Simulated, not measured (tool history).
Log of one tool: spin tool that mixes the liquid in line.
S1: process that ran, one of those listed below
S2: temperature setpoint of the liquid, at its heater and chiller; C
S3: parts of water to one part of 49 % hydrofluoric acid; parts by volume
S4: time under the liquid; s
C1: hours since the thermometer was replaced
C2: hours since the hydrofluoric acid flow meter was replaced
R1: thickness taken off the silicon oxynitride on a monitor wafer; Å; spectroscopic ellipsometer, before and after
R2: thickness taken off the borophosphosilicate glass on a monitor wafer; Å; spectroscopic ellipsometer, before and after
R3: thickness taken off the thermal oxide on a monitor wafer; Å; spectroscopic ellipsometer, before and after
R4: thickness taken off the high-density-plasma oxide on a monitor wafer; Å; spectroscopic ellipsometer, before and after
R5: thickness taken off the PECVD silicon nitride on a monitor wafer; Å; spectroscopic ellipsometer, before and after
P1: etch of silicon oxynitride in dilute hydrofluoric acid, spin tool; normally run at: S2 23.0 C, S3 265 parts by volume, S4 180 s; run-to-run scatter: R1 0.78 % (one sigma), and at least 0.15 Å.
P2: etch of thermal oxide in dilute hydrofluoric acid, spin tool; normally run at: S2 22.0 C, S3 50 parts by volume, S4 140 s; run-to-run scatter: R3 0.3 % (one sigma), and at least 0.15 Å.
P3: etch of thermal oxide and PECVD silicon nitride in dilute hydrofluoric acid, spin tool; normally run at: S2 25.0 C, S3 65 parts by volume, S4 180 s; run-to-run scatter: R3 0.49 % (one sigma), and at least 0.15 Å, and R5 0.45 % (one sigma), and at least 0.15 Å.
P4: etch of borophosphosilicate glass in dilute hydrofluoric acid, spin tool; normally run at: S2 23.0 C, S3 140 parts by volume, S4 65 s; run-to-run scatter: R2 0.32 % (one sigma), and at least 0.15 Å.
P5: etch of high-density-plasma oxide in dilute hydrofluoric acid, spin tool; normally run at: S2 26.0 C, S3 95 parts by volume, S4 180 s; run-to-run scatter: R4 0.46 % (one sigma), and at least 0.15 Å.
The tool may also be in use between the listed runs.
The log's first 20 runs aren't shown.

{"run": 21, "hour": 166.4, "S1": "P3", "S2": 25.0, "S3": 65, "S4": 40, "C1": 714.7, "C2": 1188.7, "R3": 31.757, "R5": 11.061}
{"run": 22, "hour": 176.1, "S1": "P1", "S2": 23.0, "S3": 395, "S4": 180, "C1": 724.4, "C2": 1198.4, "R1": 16.31}
{"run": 23, "hour": 182.5, "S1": "P1", "S2": 17.0, "S3": 265, "S4": 180, "C1": 730.8, "C2": 1204.8, "R1": 20.008}
{"run": 24, "hour": 192.4, "S1": "P1", "S2": 26.5, "S3": 265, "S4": 330, "C1": 740.7, "C2": 1214.7, "R1": 54.949}
{"run": 25, "hour": 201.1, "S1": "P3", "S2": 25.0, "S3": 65, "S4": 180, "C1": 749.4, "C2": 1223.4, "R3": 142.94, "R5": 51.173}
{"run": 26, "hour": 211.4, "S1": "P4", "S2": 23.0, "S3": 140, "S4": 65, "C1": 759.7, "C2": 1233.7, "R2": 224.59}
{"run": 27, "hour": 221.8, "S1": "P1", "S2": 23.0, "S3": 265, "S4": 180, "C1": 770.1, "C2": 1244.1, "R1": 25.694}
{"run": 28, "hour": 231.5, "S1": "P5", "S2": 21.5, "S3": 95, "S4": 180, "C1": 779.8, "C2": 1253.8, "R4": 87.562}
{"run": 29, "hour": 238.9, "S1": "P2", "S2": 22.0, "S3": 50, "S4": 275, "C1": 787.2, "C2": 1261.2, "R3": 269.68}
{"run": 30, "hour": 249.9, "S1": "P4", "S2": 23.0, "S3": 140, "S4": 65, "C1": 798.2, "C2": 1272.2, "R2": 223.75}
{"run": 31, "hour": 257.4, "S1": "P3", "S2": 25.0, "S3": 65, "S4": 180, "C1": 805.7, "C2": 1279.7, "R3": 142.94, "R5": 50.402}
{"run": 32, "hour": 268.6, "S1": "P1", "S2": 23.0, "S3": 265, "S4": 180, "C1": 816.9, "C2": 1290.9, "R1": 26.339}
{"run": 33, "hour": 274.8, "S1": "P1", "S2": 23.0, "S3": 265, "S4": 180, "C1": 823.1, "C2": 1297.1, "R1": 26.703}
{"run": 34, "hour": 284.5, "S1": "P1", "S2": 23.0, "S3": 265, "S4": 180, "C1": 832.8, "C2": 1306.8, "R1": 27.475}
{"run": 35, "hour": 294.7, "S1": "P1", "S2": 23.0, "S3": 265, "S4": 180, "C1": 843.0, "C2": 1317.0, "R1": 27.941}
{"run": 36, "hour": 301.0, "S1": "P1", "S2": 23.0, "S3": 265, "S4": 180, "C1": 849.3, "C2": 1323.3, "R1": 28.52}
{"run": 37, "hour": 307.7, "S1": "P1", "S2": 23.0, "S3": 265, "S4": 180, "C1": 856.0, "C2": 1330.0, "R1": 28.318}
{"run": 38, "hour": 317.5, "S1": "P1", "S2": 23.0, "S3": 265, "S4": 180, "C1": 865.8, "C2": 1339.8, "R1": 28.063}

Run 39 comes next. What will it give?
{"run": 39, "hour": 326.5, "S1": "P1", "S2": 23.0, "S3": 265, "S4": 180, "C1": 874.8, "C2": 1348.8, "R1": "?"}

R1: 28.1940 Å
